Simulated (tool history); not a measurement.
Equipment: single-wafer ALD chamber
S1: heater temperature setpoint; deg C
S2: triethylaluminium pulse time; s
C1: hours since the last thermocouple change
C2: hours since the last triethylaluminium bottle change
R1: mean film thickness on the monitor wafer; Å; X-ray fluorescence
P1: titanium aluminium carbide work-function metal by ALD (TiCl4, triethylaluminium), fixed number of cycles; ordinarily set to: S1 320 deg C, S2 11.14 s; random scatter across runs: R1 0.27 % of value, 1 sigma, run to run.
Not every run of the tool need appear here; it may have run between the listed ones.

run	hour	S1	S2	C1	C2	R1
1	16.4	320	11.14	1517.8	870.2	21.512
2	30.2	306	17.93	1531.6	884	20.72
3	46.7	320	11.14	1548.1	900.5	21.442
4	58.1	345	11.14	1559.5	911.9	23.573
5	77	320	11.14	1578.4	930.8	21.441
6	85.6	297	11.14	1587	939.4	19.522
7	97.2	320	11.14	1598.6	951	21.434
8	105.7	320	17.51	1607.1	959.5	21.831
9	114.9	320	5.6	1616.3	968.7	18.741
10	128.7	320	11.14	1630.1	982.5	21.478

For run 11, what comes out?
11	139.4	320	11.14	1640.8	993.2	?

Run 11 produced R1 21.211 Å.
